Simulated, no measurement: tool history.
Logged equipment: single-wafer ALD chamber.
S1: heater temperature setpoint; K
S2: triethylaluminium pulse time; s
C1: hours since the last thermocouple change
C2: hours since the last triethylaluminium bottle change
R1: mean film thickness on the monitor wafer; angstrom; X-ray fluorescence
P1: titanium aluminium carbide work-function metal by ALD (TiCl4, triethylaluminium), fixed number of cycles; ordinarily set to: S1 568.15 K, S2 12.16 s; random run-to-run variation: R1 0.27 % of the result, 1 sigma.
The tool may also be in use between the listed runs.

run 1 hour=7.6 | S1=568.15 S2=12.16 | C1=779.8 C2=505.0 | R1=19.653
run 2 hour=18.8 | S1=568.15 S2=15.83 | C1=791.0 C2=516.2 | R1=19.817
-- hour=22.3 thermocouple changed; heater temperature recalibrated
run 3 hour=25.8 | S1=568.15 S2=12.16 | C1=3.6 C2=523.2 | R1=19.642
run 4 hour=38.3 | S1=568.15 S2=12.16 | C1=16.1 C2=535.7 | R1=19.641
run 5 hour=50.5 | S1=592.15 S2=12.16 | C1=28.3 C2=547.9 | R1=21.797
run 6 hour=58.6 | S1=568.15 S2=12.16 | C1=36.4 C2=556.0 | R1=19.674
run 7 hour=73.5 | S1=584.15 S2=16.60 | C1=51.3 C2=570.9 | R1=21.305
run 8 hour=86.2 | S1=568.15 S2=4.60 | C1=64.0 C2=583.6 | R1=15.840
run 9 hour=95.1 | S1=590.15 S2=8.03 | C1=72.9 C2=592.5 | R1=20.539
run 10 hour=108.3 | S1=555.15 S2=9.04 | C1=86.1 C2=605.7 | R1=18.020
run 11 hour=119.4 | S1=553.15 S2=12.16 | C1=97.2 C2=616.8 | R1=18.419
run 12 hour=134.1 | S1=568.15 S2=12.16 | C1=111.9 C2=631.5 | R1=19.663
run 13 hour=141.9 | S1=568.15 S2=12.16 | C1=119.7 C2=639.3 | R1=19.546
run 14 hour=157.7 | S1=568.15 S2=12.16 | C1=135.5 C2=655.1 | R1=19.353
run 15 hour=171.9 | S1=568.15 S2=12.16 | C1=149.7 C2=669.3 | R1=19.356
run 16 hour=181.9 | S1=568.15 S2=12.16 | C1=159.7 C2=679.3 | R1=19.176
run 17 hour=191.2 | S1=568.15 S2=12.16 | C1=169.0 C2=688.6 | R1=19.289
run 18 hour=205.0 | S1=568.15 S2=12.16 | C1=182.8 C2=702.4 | R1=19.165
run 19 hour=219.3 | S1=568.15 S2=12.16 | C1=197.1 C2=716.7 | R1=19.137
run 20 hour=230.9 | S1=568.15 S2=12.16 | C1=208.7 C2=728.3 | R1=19.102
run 21 hour=243.9 | S1=568.15 S2=12.16 | C1=221.7 C2=741.3 | R1=19.165

P1 has crept away from where it was. The log is fitted equally well by each of these 2 causes, at the sizes shown:
A: triethylaluminium dose below that of a fresh bottle (%) = 22.8
B: wafer temperature below the value expected at the setpoint (K) = 5.58
The creep began at about hour 134.1.

Listed below are the offered check runs, one wafer per run, with question marks in place of results. For which of them would the causes give clearly different outcomes?
run check 1 hour=256.9 | S1=577.15 S2=12.16 | R1=?
run check 2 hour=256.9 | S1=578.15 S2=6.99 | R1=?
run check 3 hour=256.9 | S1=585.15 S2=12.16 | R1=?
run check 4 hour=256.9 | S1=559.15 S2=12.16 | R1=?

What each check would give under each cause:
check=check_1 result=R1 if_A=19.929 if_B=19.943
check=check_2 result=R1 if_A=17.592 if_B=18.511
check=check_3 result=R1 if_A=20.614 if_B=20.642
check=check_4 result=R1 if_A=18.404 if_B=18.388
Gap, in per cent, between the two causes that each check separates least, read from the result that separates them most: check 1 0.07 %; check 2 5.09 %; check 3 0.14 %; check 4 0.09 %
Check 2 tells the causes apart: in the others they would give nearly the same result.

Here is what check 2 returned: R1 17.544 angstrom. Which cause is it?

Of the candidate causes, it is A: triethylaluminium dose below that of a fresh bottle (%).

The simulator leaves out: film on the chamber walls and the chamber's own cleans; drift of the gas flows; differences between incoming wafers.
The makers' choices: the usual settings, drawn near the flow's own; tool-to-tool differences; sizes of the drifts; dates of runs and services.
